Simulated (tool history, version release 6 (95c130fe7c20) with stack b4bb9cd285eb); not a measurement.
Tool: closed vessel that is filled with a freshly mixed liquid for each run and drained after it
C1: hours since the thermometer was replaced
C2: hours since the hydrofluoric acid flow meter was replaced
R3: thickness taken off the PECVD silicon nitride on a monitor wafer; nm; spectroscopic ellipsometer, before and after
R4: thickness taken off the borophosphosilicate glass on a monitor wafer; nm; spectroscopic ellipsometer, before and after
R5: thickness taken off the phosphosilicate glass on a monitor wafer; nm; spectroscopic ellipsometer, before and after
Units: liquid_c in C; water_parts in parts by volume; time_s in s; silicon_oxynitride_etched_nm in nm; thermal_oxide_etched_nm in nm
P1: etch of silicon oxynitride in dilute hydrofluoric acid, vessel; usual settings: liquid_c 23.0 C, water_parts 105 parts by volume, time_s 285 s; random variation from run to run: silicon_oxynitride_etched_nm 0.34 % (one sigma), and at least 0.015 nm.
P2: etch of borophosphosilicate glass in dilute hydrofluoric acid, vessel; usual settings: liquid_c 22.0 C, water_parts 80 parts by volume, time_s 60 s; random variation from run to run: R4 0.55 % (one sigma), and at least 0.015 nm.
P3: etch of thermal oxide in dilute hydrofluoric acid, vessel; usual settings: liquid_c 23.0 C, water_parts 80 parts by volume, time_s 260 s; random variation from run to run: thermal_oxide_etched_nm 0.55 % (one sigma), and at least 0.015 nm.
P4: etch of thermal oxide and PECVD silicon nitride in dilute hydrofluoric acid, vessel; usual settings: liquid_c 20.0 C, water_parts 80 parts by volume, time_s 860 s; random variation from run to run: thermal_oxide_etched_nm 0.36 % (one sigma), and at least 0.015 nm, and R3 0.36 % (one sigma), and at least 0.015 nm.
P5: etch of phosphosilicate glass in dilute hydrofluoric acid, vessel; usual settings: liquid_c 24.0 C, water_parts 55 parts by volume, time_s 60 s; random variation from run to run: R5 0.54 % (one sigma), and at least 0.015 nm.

{"run": 1, "hour": 8.1, "process": "P1", "liquid_c": 23.0, "water_parts": 105, "time_s": 285, "C1": 750.0, "C2": 239.8, "silicon_oxynitride_etched_nm": 8.3884}
{"run": 2, "hour": 15.7, "process": "P1", "liquid_c": 23.0, "water_parts": 105, "time_s": 285, "C1": 757.6, "C2": 247.4, "silicon_oxynitride_etched_nm": 8.4349}
{"run": 3, "hour": 26.9, "process": "P4", "liquid_c": 20.0, "water_parts": 135, "time_s": 860, "C1": 768.8, "C2": 258.6, "thermal_oxide_etched_nm": 25.204, "R3": 27.305}
{"run": 4, "hour": 33.5, "process": "P2", "liquid_c": 22.0, "water_parts": 145, "time_s": 60, "C1": 775.4, "C2": 265.2, "R4": 16.641}
{"run": 5, "hour": 38.9, "process": "P1", "liquid_c": 17.0, "water_parts": 105, "time_s": 285, "C1": 780.8, "C2": 270.6, "silicon_oxynitride_etched_nm": 6.3004}
{"run": 6, "hour": 48.0, "process": "P1", "liquid_c": 23.0, "water_parts": 105, "time_s": 285, "C1": 789.9, "C2": 279.7, "silicon_oxynitride_etched_nm": 8.4663}
{"run": 7, "hour": 58.9, "process": "P2", "liquid_c": 22.0, "water_parts": 80, "time_s": 60, "C1": 800.8, "C2": 290.6, "R4": 32.193}
{"run": 8, "hour": 69.1, "process": "P3", "liquid_c": 29.0, "water_parts": 80, "time_s": 260, "C1": 811.0, "C2": 300.8, "thermal_oxide_etched_nm": 18.323}
{"run": 9, "hour": 75.9, "process": "P1", "liquid_c": 23.0, "water_parts": 150, "time_s": 40, "C1": 817.8, "C2": 307.6, "silicon_oxynitride_etched_nm": 0.82225}
{"run": 10, "hour": 85.8, "process": "P4", "liquid_c": 20.0, "water_parts": 80, "time_s": 430, "C1": 827.7, "C2": 317.5, "thermal_oxide_etched_nm": 22.562, "R3": 22.875}
{"run": 11, "hour": 91.5, "process": "P1", "liquid_c": 23.0, "water_parts": 105, "time_s": 285, "C1": 833.4, "C2": 323.2, "silicon_oxynitride_etched_nm": 8.4974}
{"run": 12, "hour": 98.3, "process": "P3", "liquid_c": 23.0, "water_parts": 80, "time_s": 260, "C1": 840.2, "C2": 330.0, "thermal_oxide_etched_nm": 14.304}
{"run": 13, "hour": 105.9, "process": "P5", "liquid_c": 24.0, "water_parts": 55, "time_s": 60, "C1": 847.8, "C2": 337.6, "R5": 150.78}
{"run": 14, "hour": 116.8, "process": "P5", "liquid_c": 24.0, "water_parts": 20, "time_s": 60, "C1": 858.7, "C2": 348.5, "R5": 434.95}
{"run": 15, "hour": 123.3, "process": "P1", "liquid_c": 23.0, "water_parts": 105, "time_s": 285, "C1": 865.2, "C2": 355.0, "silicon_oxynitride_etched_nm": 8.416}
{"run": 16, "hour": 133.9, "process": "P1", "liquid_c": 23.0, "water_parts": 185, "time_s": 285, "C1": 875.8, "C2": 365.6, "silicon_oxynitride_etched_nm": 4.4835}
{"run": 17, "hour": 144.8, "process": "P1", "liquid_c": 27.5, "water_parts": 105, "time_s": 285, "C1": 886.7, "C2": 376.5, "silicon_oxynitride_etched_nm": 10.429}
{"run": 18, "hour": 154.1, "process": "P3", "liquid_c": 23.0, "water_parts": 145, "time_s": 260, "C1": 896.0, "C2": 385.8, "thermal_oxide_etched_nm": 7.3296}
{"run": 19, "hour": 163.2, "process": "P5", "liquid_c": 30.5, "water_parts": 55, "time_s": 60, "C1": 905.1, "C2": 394.9, "R5": 192.38}
{"run": 20, "hour": 170.9, "process": "P2", "liquid_c": 22.0, "water_parts": 80, "time_s": 95, "C1": 912.8, "C2": 402.6, "R4": 51.218}
{"run": 21, "hour": 178.0, "process": "P2", "liquid_c": 27.5, "water_parts": 80, "time_s": 60, "C1": 919.9, "C2": 409.7, "R4": 40.013}

Run 22 comes next. What will it give?
{"run": 22, "hour": 186.9, "process": "P1", "liquid_c": 23.0, "water_parts": 50, "time_s": 285, "C1": 928.8, "C2": 418.6, "silicon_oxynitride_etched_nm": "?"}

silicon_oxynitride_etched_nm: 18.45300 nm

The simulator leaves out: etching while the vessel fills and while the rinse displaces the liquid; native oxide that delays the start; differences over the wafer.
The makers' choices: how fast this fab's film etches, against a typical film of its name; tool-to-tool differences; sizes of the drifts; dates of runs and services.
